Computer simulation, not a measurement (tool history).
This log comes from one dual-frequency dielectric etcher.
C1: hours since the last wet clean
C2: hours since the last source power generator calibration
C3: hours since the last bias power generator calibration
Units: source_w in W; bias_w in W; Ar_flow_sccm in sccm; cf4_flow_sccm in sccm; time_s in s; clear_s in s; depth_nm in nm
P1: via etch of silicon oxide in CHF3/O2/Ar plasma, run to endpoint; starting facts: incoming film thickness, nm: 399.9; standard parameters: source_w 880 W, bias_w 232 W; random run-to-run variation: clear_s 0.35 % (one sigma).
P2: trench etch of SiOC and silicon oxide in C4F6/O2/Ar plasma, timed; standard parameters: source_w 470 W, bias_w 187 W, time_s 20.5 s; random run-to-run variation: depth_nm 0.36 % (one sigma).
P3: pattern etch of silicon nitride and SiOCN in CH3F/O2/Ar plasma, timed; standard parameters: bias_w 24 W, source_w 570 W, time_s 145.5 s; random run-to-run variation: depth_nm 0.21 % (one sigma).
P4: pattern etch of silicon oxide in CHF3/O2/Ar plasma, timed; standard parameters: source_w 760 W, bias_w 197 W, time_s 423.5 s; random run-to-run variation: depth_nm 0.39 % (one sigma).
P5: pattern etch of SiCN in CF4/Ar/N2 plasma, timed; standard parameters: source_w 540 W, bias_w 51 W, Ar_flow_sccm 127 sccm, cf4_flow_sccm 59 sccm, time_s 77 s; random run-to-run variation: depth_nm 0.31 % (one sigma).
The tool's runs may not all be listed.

Run 1, day 0.679: process P1, source_w 880 W, bias_w 232 W; C1 147.8; C2 745.4; C3 1135.7. Result: clear_s 165.86 s.
Run 2, day 1.192: process P5, source_w 540 W, bias_w 51 W, Ar_flow_sccm 127 sccm, cf4_flow_sccm 59 sccm, time_s 77 s; C1 160.1; C2 757.7; C3 1148. Result: depth_nm 66.256 nm.
Run 3, day 1.754: process P2, source_w 470 W, bias_w 187 W, time_s 20.5 s; C1 173.6; C2 771.2; C3 1161.5. Result: depth_nm 44.577 nm.
Run 4, day 2.3: process P4, source_w 760 W, bias_w 197 W, time_s 264.5 s; C1 186.7; C2 784.3; C3 1174.6. Result: depth_nm 598.08 nm.
Run 5, day 2.821: process P2, source_w 470 W, bias_w 187 W, time_s 20.5 s; C1 199.2; C2 796.8; C3 1187.1. Result: depth_nm 44.403 nm.
At day 3.358: wet clean of the chamber.
Run 6, day 3.446: process P1, source_w 880 W, bias_w 232 W; C1 2.2; C2 811.8; C3 1202.1. Result: clear_s 166.57 s.
Run 7, day 3.938: process P3, source_w 570 W, bias_w 24 W, time_s 145.5 s; C1 14; C2 823.6; C3 1213.9. Result: depth_nm 23.094 nm.
Run 8, day 4.275: process P4, source_w 760 W, bias_w 128 W, time_s 423.5 s; C1 22.1; C2 831.7; C3 1222. Result: depth_nm 835.66 nm.
Run 9, day 4.75: process P3, source_w 390 W, bias_w 24 W, time_s 145.5 s; C1 33.5; C2 843.1; C3 1233.4. Result: depth_nm 20.165 nm.
Run 10, day 5.308: process P1, source_w 880 W, bias_w 302 W; C1 46.9; C2 856.5; C3 1246.8. Result: clear_s 150.02 s.
Run 11, day 6.033: process P1, source_w 880 W, bias_w 173 W; C1 64.3; C2 873.9; C3 1264.2. Result: clear_s 182.3 s.
Run 12, day 6.683: process P3, source_w 570 W, bias_w 24 W, time_s 191.5 s; C1 79.9; C2 889.5; C3 1279.8. Result: depth_nm 30.277 nm.
Run 13, day 7.288: process P1, source_w 1140 W, bias_w 232 W; C1 94.4; C2 904; C3 1294.3. Result: clear_s 149.29 s.
Run 14, day 7.779: process P1, source_w 880 W, bias_w 232 W; C1 106.2; C2 915.8; C3 1306.1. Result: clear_s 164.12 s.
Run 15, day 8.283: process P1, source_w 560 W, bias_w 316 W; C1 118.3; C2 927.9; C3 1318.2. Result: clear_s 175 s.
Run 16, day 8.933: process P5, source_w 540 W, bias_w 68 W, Ar_flow_sccm 127 sccm, cf4_flow_sccm 59 sccm, time_s 77 s; C1 133.9; C2 943.5; C3 1333.8. Result: depth_nm 73.445 nm.
Run 17, day 9.317: process P2, source_w 670 W, bias_w 187 W, time_s 20.5 s; C1 143.1; C2 952.7; C3 1343. Result: depth_nm 50.662 nm.
Run 18, day 9.979: process P1, source_w 880 W, bias_w 232 W; C1 159; C2 968.6; C3 1358.9. Result: clear_s 164.47 s.
Run 19, day 10.679: process P3, source_w 570 W, bias_w 15 W, time_s 145.5 s; C1 175.8; C2 985.4; C3 1375.7. Result: depth_nm 18.936 nm.
Run 20, day 11.233: process P4, source_w 490 W, bias_w 197 W, time_s 423.5 s; C1 189.1; C2 998.7; C3 1389. Result: depth_nm 810.47 nm.
Run 21, day 11.867: process P5, source_w 540 W, bias_w 51 W, Ar_flow_sccm 127 sccm, cf4_flow_sccm 59 sccm, time_s 49.5 s; C1 204.3; C2 1013.9; C3 1404.2. Result: depth_nm 42.627 nm.
Run 22, day 12.642: process P1, source_w 880 W, bias_w 232 W; C1 222.9; C2 1032.5; C3 1422.8. Result: clear_s 165.4 s.
Run 23, day 13.271: process P1, source_w 880 W, bias_w 232 W; C1 238; C2 1047.6; C3 1437.9. Result: clear_s 165.24 s.
Run 24, day 13.938: process P2, source_w 470 W, bias_w 236 W, time_s 20.5 s; C1 254; C2 1063.6; C3 1453.9. Result: depth_nm 47.619 nm.
Run 25, day 14.5: process P4, source_w 760 W, bias_w 197 W, time_s 423.5 s; C1 267.5; C2 1077.1; C3 1467.4. Result: depth_nm 956.63 nm.
Run 26, day 15.267: process P5, source_w 540 W, bias_w 51 W, Ar_flow_sccm 127 sccm, cf4_flow_sccm 59 sccm, time_s 77 s; C1 285.9; C2 1095.5; C3 1485.8. Result: depth_nm 66.133 nm.
Run 27, day 15.888: process P3, source_w 570 W, bias_w 24 W, time_s 145.5 s; C1 300.8; C2 1110.4; C3 1500.7. Result: depth_nm 23.046 nm.
Run 28, day 16.633: process P1, source_w 880 W, bias_w 232 W; C1 318.7; C2 1128.3; C3 1518.6. Result: clear_s 164.83 s.
Run 29, day 17.333: process P5, source_w 540 W, bias_w 51 W, Ar_flow_sccm 127 sccm, cf4_flow_sccm 48 sccm, time_s 77 s; C1 335.5; C2 1145.1; C3 1535.4. Result: depth_nm 63.717 nm.
Run 30, day 17.767: process P5, source_w 540 W, bias_w 51 W, Ar_flow_sccm 153 sccm, cf4_flow_sccm 59 sccm, time_s 77 s; C1 345.9; C2 1155.5; C3 1545.8. Result: depth_nm 63.553 nm.
Run 31, day 18.492: process P5, source_w 350 W, bias_w 51 W, Ar_flow_sccm 127 sccm, cf4_flow_sccm 59 sccm, time_s 77 s; C1 363.3; C2 1172.9; C3 1563.2. Result: depth_nm 45.248 nm.
Run 32, day 18.996: process P2, source_w 470 W, bias_w 187 W, time_s 13.5 s; C1 375.4; C2 1185; C3 1575.3. Result: depth_nm 29.235 nm.
Run 33, day 19.492: process P1, source_w 560 W, bias_w 232 W; C1 387.3; C2 1196.9; C3 1587.2. Result: clear_s 196.02 s.
Run 34, day 20.221: process P1, source_w 880 W, bias_w 232 W; C1 404.8; C2 1214.4; C3 1604.7. Result: clear_s 164.31 s.
Run 35, day 20.788: process P1, source_w 880 W, bias_w 232 W; C1 418.4; C2 1228; C3 1618.3. Result: clear_s 166.27 s.
Run 36, day 21.162: process P1, source_w 880 W, bias_w 232 W; C1 427.4; C2 1237; C3 1627.3. Result: clear_s 167.65 s.
Run 37, day 21.658: process P1, source_w 880 W, bias_w 232 W; C1 439.3; C2 1248.9; C3 1639.2. Result: clear_s 166.33 s.
Run 38, day 22.296: process P1, source_w 880 W, bias_w 232 W; C1 454.6; C2 1264.2; C3 1654.5. Result: clear_s 167.24 s.
Run 39, day 23.021: process P1, source_w 880 W, bias_w 232 W; C1 472; C2 1281.6; C3 1671.9. Result: clear_s 167.01 s.
Run 40, day 23.388: process P1, source_w 880 W, bias_w 232 W; C1 480.8; C2 1290.4; C3 1680.7. Result: clear_s 167.29 s.
At day 23.658: wet clean of the chamber.
Run 41, day 23.942: process P1, source_w 880 W, bias_w 232 W; C1 6.9; C2 1303.7; C3 1694. Result: clear_s 168.02 s.
Run 42, day 24.338: process P1, source_w 880 W, bias_w 232 W; C1 16.4; C2 1313.2; C3 1703.5. Result: clear_s 167.7 s.
Run 43, day 24.975: process P1, source_w 880 W, bias_w 232 W; C1 31.7; C2 1328.5; C3 1718.8. Result: clear_s 167.88 s.
Run 44, day 25.746: process P1, source_w 880 W, bias_w 232 W; C1 50.2; C2 1347; C3 1737.3. Result: clear_s 168.39 s.

The log shows P1 creeping away from where it was. Any of the 2 causes listed here, at the size stated for it, fits the log just as well as the others:
A: source power that arrives under what is set, % = 4.51
B: bias power that arrives under what is set, % = 4.99
At approximately day 20.221, the process output began to creep.
The rest of the possible causes, and what rules out each one:
chamber walls in a state that lowers the etch rate, %: serviced at day 23.658, after the drift had started, without restoring the earlier output

Which of the 4 check runs listed below separates the causes, so that each cause would produce a clearly different result? Each run uses one wafer, and its results are marked with question marks.
Run check 1, day 26.517: process P3, source_w 570 W, bias_w 17 W, time_s 145.5 s. Result: depth_nm ?.
Run check 2, day 26.517: process P5, source_w 540 W, bias_w 61 W, Ar_flow_sccm 127 sccm, cf4_flow_sccm 59 sccm, time_s 77 s. Result: depth_nm ?.
Run check 3, day 26.517: process P2, source_w 630 W, bias_w 217 W, time_s 20.5 s. Result: depth_nm ?.
Run check 4, day 26.517: process P4, source_w 530 W, bias_w 197 W, time_s 423.5 s. Result: depth_nm ?.

What each check would give under each cause:
  check    result    if A    if B
check 1  depth_nm  19.604  19.525
check 2  depth_nm  67.663  69.195
check 3  depth_nm  51.081  51.168
check 4  depth_nm  821.29  821.23
Distance between the nearest two causes, measured in the result of the check that separates them most: check 1 0.4 %; check 2 2.24 %; check 3 0.17 %; check 4 0.01 %
Check 2 is the one run that separates the causes; every other check would come out nearly the same whichever cause is at work.

Check 2 has now been run. It gave: depth_nm 69.011 nm. Which of the candidate causes is it?

The correct cause is B, namely: bias power that arrives under what is set, %.
